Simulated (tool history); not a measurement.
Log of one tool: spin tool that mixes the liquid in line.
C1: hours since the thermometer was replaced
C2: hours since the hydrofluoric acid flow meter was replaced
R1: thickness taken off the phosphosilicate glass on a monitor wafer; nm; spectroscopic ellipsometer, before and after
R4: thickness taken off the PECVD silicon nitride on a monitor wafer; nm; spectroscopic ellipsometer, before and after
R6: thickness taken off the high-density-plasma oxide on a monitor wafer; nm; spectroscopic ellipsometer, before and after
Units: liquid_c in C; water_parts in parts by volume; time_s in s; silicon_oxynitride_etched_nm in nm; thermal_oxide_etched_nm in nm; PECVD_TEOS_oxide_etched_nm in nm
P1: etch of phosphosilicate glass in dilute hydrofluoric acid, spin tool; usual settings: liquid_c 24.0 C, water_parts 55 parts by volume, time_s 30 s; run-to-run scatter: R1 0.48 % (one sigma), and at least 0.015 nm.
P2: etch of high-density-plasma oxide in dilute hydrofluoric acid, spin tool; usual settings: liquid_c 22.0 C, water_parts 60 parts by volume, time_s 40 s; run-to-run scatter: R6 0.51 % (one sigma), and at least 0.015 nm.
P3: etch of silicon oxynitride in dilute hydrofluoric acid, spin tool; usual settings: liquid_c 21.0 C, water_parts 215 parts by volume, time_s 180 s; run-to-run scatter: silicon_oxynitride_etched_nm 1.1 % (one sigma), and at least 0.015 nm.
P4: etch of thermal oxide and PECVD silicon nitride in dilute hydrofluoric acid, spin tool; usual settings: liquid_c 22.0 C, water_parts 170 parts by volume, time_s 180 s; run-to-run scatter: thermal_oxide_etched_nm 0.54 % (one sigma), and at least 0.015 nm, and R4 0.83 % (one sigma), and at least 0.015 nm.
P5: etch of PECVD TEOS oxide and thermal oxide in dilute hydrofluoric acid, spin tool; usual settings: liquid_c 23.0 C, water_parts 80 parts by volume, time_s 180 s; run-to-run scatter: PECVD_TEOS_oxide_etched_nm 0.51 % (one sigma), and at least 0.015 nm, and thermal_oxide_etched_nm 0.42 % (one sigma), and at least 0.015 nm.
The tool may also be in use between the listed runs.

Run 1, hour 14.8: process P1, liquid_c 24.0 C, water_parts 55 parts by volume, time_s 30 s; C1 725.2; C2 868.1. Result: R1 91.281 nm.
Run 2, hour 33.1: process P3, liquid_c 21.0 C, water_parts 215 parts by volume, time_s 180 s; C1 743.5; C2 886.4. Result: silicon_oxynitride_etched_nm 2.09600 nm.
Run 3, hour 44.9: process P4, liquid_c 22.0 C, water_parts 300 parts by volume, time_s 180 s; C1 755.3; C2 898.2. Result: thermal_oxide_etched_nm 2.1594 nm, R4 1.40590 nm.
Run 4, hour 55.0: process P5, liquid_c 23.0 C, water_parts 80 parts by volume, time_s 360 s; C1 765.4; C2 908.3. Result: thermal_oxide_etched_nm 21.4450 nm, PECVD_TEOS_oxide_etched_nm 37.240 nm.
Run 5, hour 64.7: process P4, liquid_c 22.0 C, water_parts 170 parts by volume, time_s 180 s; C1 775.1; C2 918.0. Result: thermal_oxide_etched_nm 4.2735 nm, R4 2.48870 nm.
Run 6, hour 75.0: process P3, liquid_c 21.0 C, water_parts 365 parts by volume, time_s 180 s; C1 785.4; C2 928.3. Result: silicon_oxynitride_etched_nm 1.15720 nm.
Run 7, hour 92.3: process P3, liquid_c 21.0 C, water_parts 215 parts by volume, time_s 45 s; C1 802.7; C2 945.6. Result: silicon_oxynitride_etched_nm 0.52679 nm.
Run 8, hour 110.4: process P2, liquid_c 22.0 C, water_parts 25 parts by volume, time_s 40 s; C1 820.8; C2 963.7. Result: R6 9.7333 nm.
Run 9, hour 119.9: process P1, liquid_c 24.0 C, water_parts 95 parts by volume, time_s 55 s; C1 830.3; C2 973.2. Result: R1 91.585 nm.
Run 10, hour 137.0: process P1, liquid_c 30.5 C, water_parts 95 parts by volume, time_s 30 s; C1 847.4; C2 990.3. Result: R1 63.530 nm.
Run 11, hour 148.0: process P5, liquid_c 23.0 C, water_parts 20 parts by volume, time_s 180 s; C1 858.4; C2 1001.3. Result: thermal_oxide_etched_nm 46.7280 nm, PECVD_TEOS_oxide_etched_nm 80.859 nm.
Run 12, hour 159.8: process P4, liquid_c 28.0 C, water_parts 170 parts by volume, time_s 180 s; C1 870.2; C2 1013.1. Result: thermal_oxide_etched_nm 5.3642 nm, R4 3.64580 nm.
Run 13, hour 176.0: process P2, liquid_c 22.0 C, water_parts 60 parts by volume, time_s 40 s; C1 886.4; C2 1029.3. Result: R6 3.8752 nm.
Run 14, hour 191.1: process P5, liquid_c 23.0 C, water_parts 80 parts by volume, time_s 180 s; C1 901.5; C2 1044.4. Result: thermal_oxide_etched_nm 10.7680 nm, PECVD_TEOS_oxide_etched_nm 18.799 nm.
Run 15, hour 205.4: process P1, liquid_c 19.5 C, water_parts 90 parts by volume, time_s 30 s; C1 915.8; C2 1058.7. Result: R1 44.417 nm.
Run 16, hour 213.9: process P1, liquid_c 30.5 C, water_parts 55 parts by volume, time_s 30 s; C1 924.3; C2 1067.2. Result: R1 117.700 nm.
Run 17, hour 222.9: process P1, liquid_c 24.0 C, water_parts 55 parts by volume, time_s 30 s; C1 933.3; C2 1076.2. Result: R1 90.347 nm.
Run 18, hour 231.9: process P5, liquid_c 30.0 C, water_parts 80 parts by volume, time_s 180 s; C1 942.3; C2 1085.2. Result: thermal_oxide_etched_nm 14.1530 nm, PECVD_TEOS_oxide_etched_nm 24.715 nm.
Run 19, hour 249.2: process P1, liquid_c 24.0 C, water_parts 55 parts by volume, time_s 55 s; C1 959.6; C2 1102.5. Result: R1 167.550 nm.
Run 20, hour 268.0: process P5, liquid_c 23.0 C, water_parts 80 parts by volume, time_s 180 s; C1 978.4; C2 1121.3. Result: thermal_oxide_etched_nm 10.7840 nm, PECVD_TEOS_oxide_etched_nm 18.723 nm.
Run 21, hour 280.3: process P1, liquid_c 24.0 C, water_parts 55 parts by volume, time_s 15 s; C1 990.7; C2 1133.6. Result: R1 45.697 nm.
Run 22, hour 295.1: process P1, liquid_c 24.0 C, water_parts 85 parts by volume, time_s 30 s; C1 1005.5; C2 1148.4. Result: R1 55.976 nm.
Run 23, hour 305.2: process P3, liquid_c 17.0 C, water_parts 215 parts by volume, time_s 180 s; C1 1015.6; C2 1158.5. Result: silicon_oxynitride_etched_nm 1.76190 nm.
Run 24, hour 314.2: process P2, liquid_c 27.0 C, water_parts 60 parts by volume, time_s 40 s; C1 1024.6; C2 1167.5. Result: R6 4.7184 nm.
Run 25, hour 323.8: process P1, liquid_c 24.0 C, water_parts 55 parts by volume, time_s 30 s; C1 1034.2; C2 1177.1. Result: R1 90.651 nm.
Run 26, hour 338.9: process P2, liquid_c 22.0 C, water_parts 60 parts by volume, time_s 15 s; C1 1049.3; C2 1192.2. Result: R6 1.4484 nm.
Run 27, hour 354.1: process P4, liquid_c 22.0 C, water_parts 170 parts by volume, time_s 180 s; C1 1064.5; C2 1207.4. Result: thermal_oxide_etched_nm 4.3113 nm, R4 2.46790 nm.
Run 28, hour 366.5: process P1, liquid_c 24.0 C, water_parts 25 parts by volume, time_s 30 s; C1 1076.9; C2 1219.8. Result: R1 207.450 nm.
Run 29, hour 378.9: process P1, liquid_c 18.5 C, water_parts 55 parts by volume, time_s 30 s; C1 1089.3; C2 1232.2. Result: R1 72.150 nm.
Run 30, hour 396.0: process P4, liquid_c 22.0 C, water_parts 170 parts by volume, time_s 65 s; C1 1106.4; C2 1249.3. Result: thermal_oxide_etched_nm 1.5557 nm, R4 0.89393 nm.
Run 31, hour 404.8: process P1, liquid_c 24.0 C, water_parts 55 parts by volume, time_s 30 s; C1 1115.2; C2 1258.1. Result: R1 90.620 nm.
Run 32, hour 414.9: process P1, liquid_c 24.0 C, water_parts 55 parts by volume, time_s 30 s; C1 1125.3; C2 1268.2. Result: R1 90.852 nm.
Run 33, hour 432.1: process P1, liquid_c 24.0 C, water_parts 55 parts by volume, time_s 30 s; C1 1142.5; C2 1285.4. Result: R1 90.705 nm.
Run 34, hour 446.6: process P1, liquid_c 24.0 C, water_parts 55 parts by volume, time_s 30 s; C1 1157.0; C2 1299.9. Result: R1 88.069 nm.
Run 35, hour 462.8: process P1, liquid_c 24.0 C, water_parts 55 parts by volume, time_s 30 s; C1 1173.2; C2 1316.1. Result: R1 86.905 nm.
Run 36, hour 480.9: process P1, liquid_c 24.0 C, water_parts 55 parts by volume, time_s 30 s; C1 1191.3; C2 1334.2. Result: R1 86.121 nm.
Run 37, hour 494.9: process P1, liquid_c 24.0 C, water_parts 55 parts by volume, time_s 30 s; C1 1205.3; C2 1348.2. Result: R1 85.228 nm.
Run 38, hour 508.5: process P1, liquid_c 24.0 C, water_parts 55 parts by volume, time_s 30 s; C1 1218.9; C2 1361.8. Result: R1 84.098 nm.
Run 39, hour 522.5: process P1, liquid_c 24.0 C, water_parts 55 parts by volume, time_s 30 s; C1 1232.9; C2 1375.8. Result: R1 83.803 nm.
Run 40, hour 533.9: process P1, liquid_c 24.0 C, water_parts 55 parts by volume, time_s 30 s; C1 1244.3; C2 1387.2. Result: R1 83.342 nm.
Run 41, hour 552.7: process P1, liquid_c 24.0 C, water_parts 55 parts by volume, time_s 30 s; C1 1263.1; C2 1406.0. Result: R1 82.771 nm.
Run 42, hour 565.5: process P1, liquid_c 24.0 C, water_parts 55 parts by volume, time_s 30 s; C1 1275.9; C2 1418.8. Result: R1 82.956 nm.
Run 43, hour 583.9: process P1, liquid_c 24.0 C, water_parts 55 parts by volume, time_s 30 s; C1 1294.3; C2 1437.2. Result: R1 83.872 nm.

What P1 gives has crept away from where it was. These 2 causes fit the log equally well, each at the size given:
A: hydrofluoric acid flow below the setpoint (%) = 7.38
B: liquid colder than its thermometer reads (K) = 2
The creep began at about hour 432.1.

4 check runs are offered, each on 2 wafers whose results are averaged, their results left as question marks. Which one tells the causes apart?
Run check 1, hour 602.3: process P2, liquid_c 22.0 C, water_parts 60 parts by volume, time_s 40 s. Result: R6 ?.
Run check 2, hour 602.3: process P3, liquid_c 21.0 C, water_parts 215 parts by volume, time_s 180 s. Result: silicon_oxynitride_etched_nm ?.
Run check 3, hour 602.3: process P5, liquid_c 23.0 C, water_parts 80 parts by volume, time_s 180 s. Result: thermal_oxide_etched_nm ?, PECVD_TEOS_oxide_etched_nm ?.
Run check 4, hour 602.3: process P4, liquid_c 22.0 C, water_parts 170 parts by volume, time_s 180 s. Result: thermal_oxide_etched_nm ?, R4 ?.

What each check would give under each cause:
  check                        result     if A     if B
check 1                            R6   3.5717   3.5678
check 2  silicon_oxynitride_etched_nm  1.95520  1.94690
check 3       thermal_oxide_etched_nm   9.9146   9.9408
check 3    PECVD_TEOS_oxide_etched_nm   17.224   17.269
check 4       thermal_oxide_etched_nm   3.9278   3.9799
check 4                            R4  2.28040  2.15570
How far apart the two closest causes lie, in the result that separates them most: check 1 0.11 %; check 2 0.42 %; check 3 0.26 %; check 4 5.62 %
Only check 4 tells the causes apart: in the others they would give nearly the same result.

Check 4 was then run and gave: thermal_oxide_etched_nm 4.0101 nm; R4 2.11630 nm. Which cause is it?

It is B: liquid colder than its thermometer reads (K).

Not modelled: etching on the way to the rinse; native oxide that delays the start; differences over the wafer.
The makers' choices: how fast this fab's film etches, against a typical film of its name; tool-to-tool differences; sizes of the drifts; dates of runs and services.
